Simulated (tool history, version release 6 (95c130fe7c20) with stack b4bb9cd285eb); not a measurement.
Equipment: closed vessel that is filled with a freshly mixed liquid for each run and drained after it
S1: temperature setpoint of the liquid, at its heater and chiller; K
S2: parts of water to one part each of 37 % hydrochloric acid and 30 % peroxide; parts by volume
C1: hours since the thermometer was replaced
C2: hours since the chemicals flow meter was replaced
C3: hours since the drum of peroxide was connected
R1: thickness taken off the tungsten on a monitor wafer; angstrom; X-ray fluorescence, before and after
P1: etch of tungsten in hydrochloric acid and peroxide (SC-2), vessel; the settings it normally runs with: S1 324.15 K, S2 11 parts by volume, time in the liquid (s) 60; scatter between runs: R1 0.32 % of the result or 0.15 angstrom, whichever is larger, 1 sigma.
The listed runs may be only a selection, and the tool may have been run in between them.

Run 1, hour 8.4: S1 324.15 K, S2 11 parts by volume, time in the liquid (s) 60; C1 471.2; C2 264.6; C3 393.5. Result: R1 132.300 angstrom.
Run 2, hour 17.7: S1 324.15 K, S2 11 parts by volume, time in the liquid (s) 60; C1 480.5; C2 273.9; C3 402.8. Result: R1 131.900 angstrom.
Run 3, hour 25.1: S1 324.15 K, S2 11 parts by volume, time in the liquid (s) 60; C1 487.9; C2 281.3; C3 410.2. Result: R1 131.640 angstrom.
Run 4, hour 30.9: S1 324.15 K, S2 11 parts by volume, time in the liquid (s) 60; C1 493.7; C2 287.1; C3 416.0. Result: R1 132.010 angstrom.
Run 5, hour 36.7: S1 324.15 K, S2 11 parts by volume, time in the liquid (s) 110; C1 499.5; C2 292.9; C3 421.8. Result: R1 242.530 angstrom.
Run 6, hour 41.3: S1 324.15 K, S2 4 parts by volume, time in the liquid (s) 60; C1 504.1; C2 297.5; C3 426.4. Result: R1 286.100 angstrom.
Run 7, hour 46.0: S1 324.15 K, S2 11 parts by volume, time in the liquid (s) 60; C1 508.8; C2 302.2; C3 431.1. Result: R1 131.500 angstrom.
Run 8, hour 53.8: S1 308.15 K, S2 11 parts by volume, time in the liquid (s) 60; C1 516.6; C2 310.0; C3 438.9. Result: R1 42.637 angstrom.
Run 9, hour 63.4: S1 324.15 K, S2 11 parts by volume, time in the liquid (s) 30; C1 526.2; C2 319.6; C3 448.5. Result: R1 66.187 angstrom.
Run 10, hour 72.5: S1 336.15 K, S2 11 parts by volume, time in the liquid (s) 60; C1 535.3; C2 328.7; C3 457.6. Result: R1 282.970 angstrom.
Run 11, hour 82.2: S1 324.15 K, S2 19 parts by volume, time in the liquid (s) 85; C1 545.0; C2 338.4; C3 467.3. Result: R1 115.570 angstrom.
Run 12, hour 88.0: S1 324.15 K, S2 11 parts by volume, time in the liquid (s) 60; C1 550.8; C2 344.2; C3 473.1. Result: R1 131.480 angstrom.
Run 13, hour 93.4: S1 324.15 K, S2 16 parts by volume, time in the liquid (s) 60; C1 556.2; C2 349.6; C3 478.5. Result: R1 96.112 angstrom.
Run 14, hour 98.8: S1 324.15 K, S2 11 parts by volume, time in the liquid (s) 60; C1 561.6; C2 355.0; C3 483.9. Result: R1 131.910 angstrom.
Run 15, hour 104.6: S1 324.15 K, S2 11 parts by volume, time in the liquid (s) 60; C1 567.4; C2 360.8; C3 489.7. Result: R1 135.280 angstrom.
Run 16, hour 112.8: S1 324.15 K, S2 11 parts by volume, time in the liquid (s) 60; C1 575.6; C2 369.0; C3 497.9. Result: R1 137.970 angstrom.
Run 17, hour 120.8: S1 324.15 K, S2 11 parts by volume, time in the liquid (s) 60; C1 583.6; C2 377.0; C3 505.9. Result: R1 139.570 angstrom.
Run 18, hour 130.6: S1 324.15 K, S2 11 parts by volume, time in the liquid (s) 60; C1 593.4; C2 386.8; C3 515.7. Result: R1 141.340 angstrom.

Predict the results of run 19:
Run 19, hour 140.4: S1 324.15 K, S2 11 parts by volume, time in the liquid (s) 60; C1 603.2; C2 396.6; C3 525.5. Result: R1 ?.

Run 19 yielded R1 142.250 angstrom.
